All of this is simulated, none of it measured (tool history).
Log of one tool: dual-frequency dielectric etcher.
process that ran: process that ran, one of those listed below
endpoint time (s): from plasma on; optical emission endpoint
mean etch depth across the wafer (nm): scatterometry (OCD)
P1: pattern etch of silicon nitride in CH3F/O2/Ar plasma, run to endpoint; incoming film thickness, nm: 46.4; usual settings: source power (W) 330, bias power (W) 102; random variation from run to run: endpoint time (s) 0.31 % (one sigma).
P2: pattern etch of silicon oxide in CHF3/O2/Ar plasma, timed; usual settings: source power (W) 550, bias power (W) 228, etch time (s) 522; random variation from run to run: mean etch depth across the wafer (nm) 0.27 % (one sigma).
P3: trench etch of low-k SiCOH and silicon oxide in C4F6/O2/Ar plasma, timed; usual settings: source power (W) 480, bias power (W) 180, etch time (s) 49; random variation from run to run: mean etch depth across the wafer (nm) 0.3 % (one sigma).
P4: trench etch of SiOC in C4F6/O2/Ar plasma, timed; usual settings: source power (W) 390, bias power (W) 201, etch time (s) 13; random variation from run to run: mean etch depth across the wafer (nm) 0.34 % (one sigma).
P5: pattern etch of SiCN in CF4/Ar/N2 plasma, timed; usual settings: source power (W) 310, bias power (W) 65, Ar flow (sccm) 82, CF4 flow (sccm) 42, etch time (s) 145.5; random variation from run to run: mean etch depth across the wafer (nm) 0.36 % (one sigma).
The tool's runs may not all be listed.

run   hour  process that ran  source power (W)  bias power (W)  Ar flow (sccm)  CF4 flow (sccm)  etch time (s)  hours since the last wet clean  hours since the last source power generator calibration  hours since the last bias power generator calibration  endpoint time (s)  mean etch depth across the wafer (nm)
  1     15                P1               330             102                                                                           148.2                                                    703.2                                                  641.9             61.594
  2   23.5                P1               330             139                                                                           156.7                                                    711.7                                                  650.4             55.054
  3   39.3                P5               310              65             100               42          145.5                           172.5                                                    727.5                                                  666.2                                                    81.238
  4   54.6                P5               310              65              82               32          145.5                           187.8                                                    742.8                                                  681.5                                                    80.631
  5   64.4                P5               310              65              82               42          145.5                           197.6                                                    752.6                                                  691.3                                                    84.806
  6   79.3                P1               330             102                                                                           212.5                                                    767.5                                                  706.2             61.704
  7   86.7                P3               480             180                                              49                           219.9                                                    774.9                                                  713.6                                                    172.04
  8     96                P5               180              65              82               42          145.5                           229.2                                                    784.2                                                  722.9                                                    53.016
  9  108.7                P3               300             180                                              49                           241.9                                                    796.9                                                  735.6                                                    144.05
 10  118.8                P5               310              65              82               42          145.5                             252                                                      807                                                  745.7                                                    84.307
 11  127.9                P5               310              39              82               42          145.5                           261.1                                                    816.1                                                  754.8                                                    70.641
     137.5  -- source power generator calibrated
 12  142.7                P5               310              65              82               42            111                           275.9                                                      5.3                                                  769.6                                                    64.748
 13  154.2                P1               390             102                                                                           287.4                                                     16.8                                                  781.1             57.892
 14  162.8                P1               330             102                                                                             296                                                     25.4                                                  789.7             61.724
 15  176.7                P4               390             201                                              13                           309.9                                                     39.3                                                  803.6                                                    26.991
 16  188.2                P1               330             102                                                                           321.4                                                     50.8                                                  815.1             61.491
 17  196.5                P4               390             124                                              13                           329.7                                                     59.1                                                  823.4                                                    23.256
 18  209.4                P3               480             180                                              70                           342.6                                                       72                                                  836.3                                                    247.67
 19  222.5                P4               390             201                                              13                           355.7                                                     85.1                                                  849.4                                                    27.056
 20  237.7                P4               550             201                                              13                           370.9                                                    100.3                                                  864.6                                                    30.804
 21  248.4                P4               390             201                                               8                           381.6                                                      111                                                  875.3                                                    16.511
 22  259.7                P1               200             102                                                                           392.9                                                    122.3                                                  886.6             74.002
 23  267.9                P3               480             144                                              49                           401.1                                                    130.5                                                  894.8                                                    161.08
 24  280.2                P1               330             102                                                                           413.4                                                    142.8                                                  907.1             61.615
 25  296.1                P2               550             139                                             522                           429.3                                                    158.7                                                    923                                                    883.39
 26  307.7                P2               780             228                                             522                           440.9                                                    170.3                                                  934.6                                                    1192.7
 27  316.4                P2               550             228                                             662                           449.6                                                      179                                                  943.3                                                    1318.1
 28  332.5                P2               550             228                                             522                           465.7                                                    195.1                                                  959.4                                                    1047.1
 29  341.3                P1               220              65                                                                           474.5                                                    203.9                                                  968.2             85.042
 30  356.6                P2               550             228                                             522                           489.8                                                    219.2                                                  983.5                                                    1040.2
 31  370.9                P1               330              64                                                                           504.1                                                    233.5                                                  997.8             72.895
 32  380.8                P1               330             102                                                                             514                                                    243.4                                                 1007.7             61.584
 33  394.7                P1               330             102                                                                           527.9                                                    257.3                                                 1021.6             61.806
 34  408.2                P1               330             102                                                                           541.4                                                    270.8                                                 1035.1             61.384
 35    421                P1               330             102                                                                           554.2                                                    283.6                                                 1047.9             61.451
 36  434.5                P1               330             102                                                                           567.7                                                    297.1                                                 1061.4             60.934
 37  446.9                P1               330             102                                                                           580.1                                                    309.5                                                 1073.8             60.909
 38  457.2                P1               330             102                                                                           590.4                                                    319.8                                                 1084.1             60.495
 39  469.8                P1               330             102                                                                             603                                                    332.4                                                 1096.7              61.16
     476.2  -- wet clean of the chamber
 40  483.6                P1               330             102                                                                             7.5                                                    346.2                                                 1110.5             61.226
 41  498.2                P1               330             102                                                                            22.1                                                    360.8                                                 1125.1             61.149
 42  509.1                P1               330             102                                                                              33                                                    371.7                                                   1136             60.812

What P1 gives has crept away from where it was. These 2 causes fit the log equally well, each at the size given:
A: source power that arrives over what is set, % = 4.37
B: bias power that arrives over what is set, % = 4.32
The creep began at about hour 394.7.
Why every other cause is out:
chamber walls in a state that raises the etch rate, %: serviced at hour 476.2, which brought nothing back

4 check runs are offered, each on 2 wafers whose results are averaged, their results left as question marks. Which one tells the causes apart?
check 1   520                P4               390             140                                               8                                                                                                                                                                                                         ?
check 2   520                P2               730             228                                             522                                                                                                                                                                                                         ?
check 3   520                P5               240              65              98               42          145.5                                                                                                                                                                                                         ?
check 4   520                P3               330             180                                              60                                                                                                                                                                                                         ?

What each check would give under each cause:
  check                                 result    if A    if B
check 1  mean etch depth across the wafer (nm)  15.052  14.989
check 2  mean etch depth across the wafer (nm)  1181.3  1179.5
check 3  mean etch depth across the wafer (nm)  68.346  66.938
check 4  mean etch depth across the wafer (nm)  185.77  185.22
How far apart the two closest causes lie, in the result that separates them most: check 1 0.42 %; check 2 0.15 %; check 3 2.08 %; check 4 0.3 %
Check 3 tells the causes apart: in the others they would give nearly the same result.

Check 3 was then run and gave: mean etch depth across the wafer (nm) 66.732. Which cause is it?

It is B: bias power that arrives over what is set, %.

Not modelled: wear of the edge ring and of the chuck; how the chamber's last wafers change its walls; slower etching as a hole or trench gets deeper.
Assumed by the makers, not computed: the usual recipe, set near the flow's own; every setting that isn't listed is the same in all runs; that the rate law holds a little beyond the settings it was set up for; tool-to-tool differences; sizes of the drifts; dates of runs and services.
